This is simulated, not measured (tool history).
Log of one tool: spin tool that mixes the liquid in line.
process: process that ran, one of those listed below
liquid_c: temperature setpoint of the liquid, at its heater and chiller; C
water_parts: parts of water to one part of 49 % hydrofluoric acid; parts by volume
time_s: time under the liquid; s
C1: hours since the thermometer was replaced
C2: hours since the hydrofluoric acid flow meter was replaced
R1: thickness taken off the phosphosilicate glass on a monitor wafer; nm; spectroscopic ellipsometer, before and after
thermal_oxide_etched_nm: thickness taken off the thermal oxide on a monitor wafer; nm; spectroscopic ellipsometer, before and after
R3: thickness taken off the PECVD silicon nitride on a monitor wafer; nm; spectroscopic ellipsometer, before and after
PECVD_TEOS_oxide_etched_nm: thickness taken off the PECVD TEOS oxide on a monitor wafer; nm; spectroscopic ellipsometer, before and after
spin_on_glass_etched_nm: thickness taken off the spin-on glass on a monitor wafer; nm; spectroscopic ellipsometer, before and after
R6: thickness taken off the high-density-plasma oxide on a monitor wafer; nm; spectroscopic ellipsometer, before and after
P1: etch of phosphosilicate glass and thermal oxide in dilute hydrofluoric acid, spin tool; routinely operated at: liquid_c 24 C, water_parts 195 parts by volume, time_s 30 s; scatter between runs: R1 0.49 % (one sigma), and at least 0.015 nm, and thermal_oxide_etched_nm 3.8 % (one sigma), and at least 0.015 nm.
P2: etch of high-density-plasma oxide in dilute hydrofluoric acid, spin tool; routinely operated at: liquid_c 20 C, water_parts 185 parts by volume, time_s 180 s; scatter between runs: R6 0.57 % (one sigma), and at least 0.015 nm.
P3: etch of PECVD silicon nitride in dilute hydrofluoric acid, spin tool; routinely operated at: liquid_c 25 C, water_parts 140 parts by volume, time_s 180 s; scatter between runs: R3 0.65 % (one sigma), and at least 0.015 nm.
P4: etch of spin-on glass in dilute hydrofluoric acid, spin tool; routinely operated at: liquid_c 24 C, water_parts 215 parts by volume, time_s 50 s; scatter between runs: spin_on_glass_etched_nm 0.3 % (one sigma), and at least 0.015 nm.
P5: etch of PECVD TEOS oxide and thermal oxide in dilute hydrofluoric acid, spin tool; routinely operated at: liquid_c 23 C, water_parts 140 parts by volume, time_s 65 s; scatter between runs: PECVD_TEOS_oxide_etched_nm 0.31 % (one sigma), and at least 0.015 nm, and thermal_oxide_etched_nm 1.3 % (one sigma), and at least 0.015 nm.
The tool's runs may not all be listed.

run 1 hour=4.0 | process=P1 liquid_c=24 water_parts=195 time_s=30 | C1=1248.0 C2=417.8 | R1=26.1760 thermal_oxide_etched_nm=0.63135
run 2 hour=7.4 | process=P1 liquid_c=24 water_parts=195 time_s=30 | C1=1251.4 C2=421.2 | R1=26.4020 thermal_oxide_etched_nm=0.62738
run 3 hour=12.4 | process=P3 liquid_c=25 water_parts=255 time_s=180 | C1=1256.4 C2=426.2 | R3=2.6561
run 4 hour=17.0 | process=P5 liquid_c=23 water_parts=250 time_s=65 | C1=1261.0 C2=430.8 | thermal_oxide_etched_nm=0.96621 PECVD_TEOS_oxide_etched_nm=3.3456
run 5 hour=23.5 | process=P1 liquid_c=30 water_parts=195 time_s=30 | C1=1267.5 C2=437.3 | R1=32.9130 thermal_oxide_etched_nm=0.78297
run 6 hour=30.5 | process=P5 liquid_c=23 water_parts=140 time_s=20 | C1=1274.5 C2=444.3 | thermal_oxide_etched_nm=0.58005 PECVD_TEOS_oxide_etched_nm=2.0823
run 7 hour=37.0 | process=P4 liquid_c=20 water_parts=215 time_s=50 | C1=1281.0 C2=450.8 | spin_on_glass_etched_nm=10.2020
run 8 hour=42.1 | process=P1 liquid_c=17 water_parts=195 time_s=30 | C1=1286.1 C2=455.9 | R1=19.9650 thermal_oxide_etched_nm=0.53447
run 9 hour=46.0 | process=P1 liquid_c=24 water_parts=195 time_s=30 | C1=1290.0 C2=459.8 | R1=26.4240 thermal_oxide_etched_nm=0.63201
run 10 hour=52.4 | process=P1 liquid_c=24 water_parts=195 time_s=30 | C1=1296.4 C2=466.2 | R1=26.4530 thermal_oxide_etched_nm=0.60373
run 11 hour=58.7 | process=P1 liquid_c=24 water_parts=195 time_s=30 | C1=1302.7 C2=472.5 | R1=26.3980 thermal_oxide_etched_nm=0.68754
run 12 hour=63.1 | process=P1 liquid_c=24 water_parts=195 time_s=30 | C1=1307.1 C2=476.9 | R1=26.2330 thermal_oxide_etched_nm=0.61366
run 13 hour=67.5 | process=P3 liquid_c=21 water_parts=140 time_s=180 | C1=1311.5 C2=481.3 | R3=3.7024
run 14 hour=73.8 | process=P1 liquid_c=30 water_parts=195 time_s=15 | C1=1317.8 C2=487.6 | R1=16.4930 thermal_oxide_etched_nm=0.40606
run 15 hour=79.7 | process=P1 liquid_c=24 water_parts=195 time_s=50 | C1=1323.7 C2=493.5 | R1=44.1940 thermal_oxide_etched_nm=1.14930
run 16 hour=84.4 | process=P4 liquid_c=24 water_parts=215 time_s=15 | C1=1328.4 C2=498.2 | spin_on_glass_etched_nm=3.5412
run 17 hour=88.2 | process=P1 liquid_c=24 water_parts=70 time_s=30 | C1=1332.2 C2=502.0 | R1=85.2580 thermal_oxide_etched_nm=2.15840
run 18 hour=94.8 | process=P1 liquid_c=24 water_parts=315 time_s=15 | C1=1338.8 C2=508.6 | R1=7.2525 thermal_oxide_etched_nm=0.18134
run 19 hour=98.9 | process=P1 liquid_c=24 water_parts=195 time_s=30 | C1=1342.9 C2=512.7 | R1=26.1930 thermal_oxide_etched_nm=0.63320
run 20 hour=106.1 | process=P3 liquid_c=25 water_parts=140 time_s=180 | C1=1350.1 C2=519.9 | R3=4.7771
run 21 hour=109.4 | process=P5 liquid_c=23 water_parts=140 time_s=65 | C1=1353.4 C2=523.2 | thermal_oxide_etched_nm=1.92360 PECVD_TEOS_oxide_etched_nm=6.7074
run 22 hour=114.9 | process=P2 liquid_c=26 water_parts=185 time_s=180 | C1=1358.9 C2=528.7 | R6=4.7806
run 23 hour=119.1 | process=P5 liquid_c=17 water_parts=140 time_s=65 | C1=1363.1 C2=532.9 | thermal_oxide_etched_nm=1.52000 PECVD_TEOS_oxide_etched_nm=5.2841
run 24 hour=125.1 | process=P2 liquid_c=20 water_parts=185 time_s=180 | C1=1369.1 C2=538.9 | R6=3.7904
run 25 hour=129.9 | process=P4 liquid_c=24 water_parts=310 time_s=50 | C1=1373.9 C2=543.7 | spin_on_glass_etched_nm=7.5171
run 26 hour=136.2 | process=P2 liquid_c=20 water_parts=185 time_s=70 | C1=1380.2 C2=550.0 | R6=1.4634
run 27 hour=143.2 | process=P2 liquid_c=20 water_parts=75 time_s=180 | C1=1387.2 C2=557.0 | R6=10.4530
run 28 hour=149.5 | process=P1 liquid_c=31 water_parts=40 time_s=30 | C1=1393.5 C2=563.3 | R1=205.8400 thermal_oxide_etched_nm=5.25630
run 29 hour=152.7 | process=P5 liquid_c=23 water_parts=140 time_s=65 | C1=1396.7 C2=566.5 | thermal_oxide_etched_nm=1.86940 PECVD_TEOS_oxide_etched_nm=6.7055
run 30 hour=156.4 | process=P3 liquid_c=25 water_parts=140 time_s=75 | C1=1400.4 C2=570.2 | R3=1.9908
run 31 hour=159.9 | process=P1 liquid_c=24 water_parts=195 time_s=15 | C1=1403.9 C2=573.7 | R1=13.1580 thermal_oxide_etched_nm=0.35676
run 32 hour=164.7 | process=P1 liquid_c=24 water_parts=330 time_s=30 | C1=1408.7 C2=578.5 | R1=13.5750 thermal_oxide_etched_nm=0.34065
run 33 hour=168.1 | process=P4 liquid_c=24 water_parts=215 time_s=50 | C1=1412.1 C2=581.9 | spin_on_glass_etched_nm=11.8480
run 34 hour=172.5 | process=P4 liquid_c=24 water_parts=215 time_s=50 | C1=1416.5 C2=586.3 | spin_on_glass_etched_nm=11.9000
run 35 hour=177.6 | process=P1 liquid_c=24 water_parts=195 time_s=30 | C1=1421.6 C2=591.4 | R1=26.5860 thermal_oxide_etched_nm=0.65347
run 36 hour=183.9 | process=P1 liquid_c=24 water_parts=195 time_s=30 | C1=1427.9 C2=597.7 | R1=27.2510 thermal_oxide_etched_nm=0.73424
run 37 hour=188.1 | process=P1 liquid_c=24 water_parts=195 time_s=30 | C1=1432.1 C2=601.9 | R1=27.5080 thermal_oxide_etched_nm=0.69300
run 38 hour=194.8 | process=P1 liquid_c=24 water_parts=195 time_s=30 | C1=1438.8 C2=608.6 | R1=27.5970 thermal_oxide_etched_nm=0.63525
run 39 hour=199.2 | process=P1 liquid_c=24 water_parts=195 time_s=30 | C1=1443.2 C2=613.0 | R1=27.6920 thermal_oxide_etched_nm=0.66514
run 40 hour=203.9 | process=P1 liquid_c=24 water_parts=195 time_s=30 | C1=1447.9 C2=617.7 | R1=27.6500 thermal_oxide_etched_nm=0.70286
run 41 hour=209.0 | process=P1 liquid_c=24 water_parts=195 time_s=30 | C1=1453.0 C2=622.8 | R1=27.9060 thermal_oxide_etched_nm=0.70889
run 42 hour=214.6 | process=P1 liquid_c=24 water_parts=195 time_s=30 | C1=1458.6 C2=628.4 | R1=27.9330 thermal_oxide_etched_nm=0.65309

Compared with where it was, what P1 gives has crept away. Each cause listed below fits the log as well as the rest, at the size given for it:
A: liquid hotter than its thermometer reads (K) = 1.51
B: hydrofluoric acid flow above the setpoint (%) = 4.7
The process output started creeping at around hour 177.6.

Of the 4 check runs below, each run on 2 wafers with the results averaged and each result still a question mark, which one would tell the listed causes apart?
run check 1 hour=220.2 | process=P2 liquid_c=26 water_parts=185 time_s=85 | R6=?
run check 2 hour=220.2 | process=P3 liquid_c=25 water_parts=220 time_s=180 | R3=?
run check 3 hour=220.2 | process=P4 liquid_c=24 water_parts=295 time_s=15 | spin_on_glass_etched_nm=?
run check 4 hour=220.2 | process=P5 liquid_c=17 water_parts=245 time_s=65 | thermal_oxide_etched_nm=? PECVD_TEOS_oxide_etched_nm=?

Check results expected under each cause:
check=check_1 result=R6 if_A=2.3665 if_B=2.3683
check=check_2 result=R3 if_A=3.3564 if_B=3.2007
check=check_3 result=spin_on_glass_etched_nm if_A=2.5228 if_B=2.5401
check=check_4 result=thermal_oxide_etched_nm if_A=0.82978 if_B=0.82755
check=check_4 result=PECVD_TEOS_oxide_etched_nm if_A=2.9057 if_B=2.8979
Distance between the nearest two causes, measured in the result of the check that separates them most: check 1 0.07 %; check 2 4.75 %; check 3 0.68 %; check 4 0.27 %
Check 2 is the one run that separates the causes; every other check would come out nearly the same whichever cause is at work.

Check 2 was then run and gave: R3 3.3511 nm. Which cause is it?

A is the cause: liquid hotter than its thermometer reads (K).
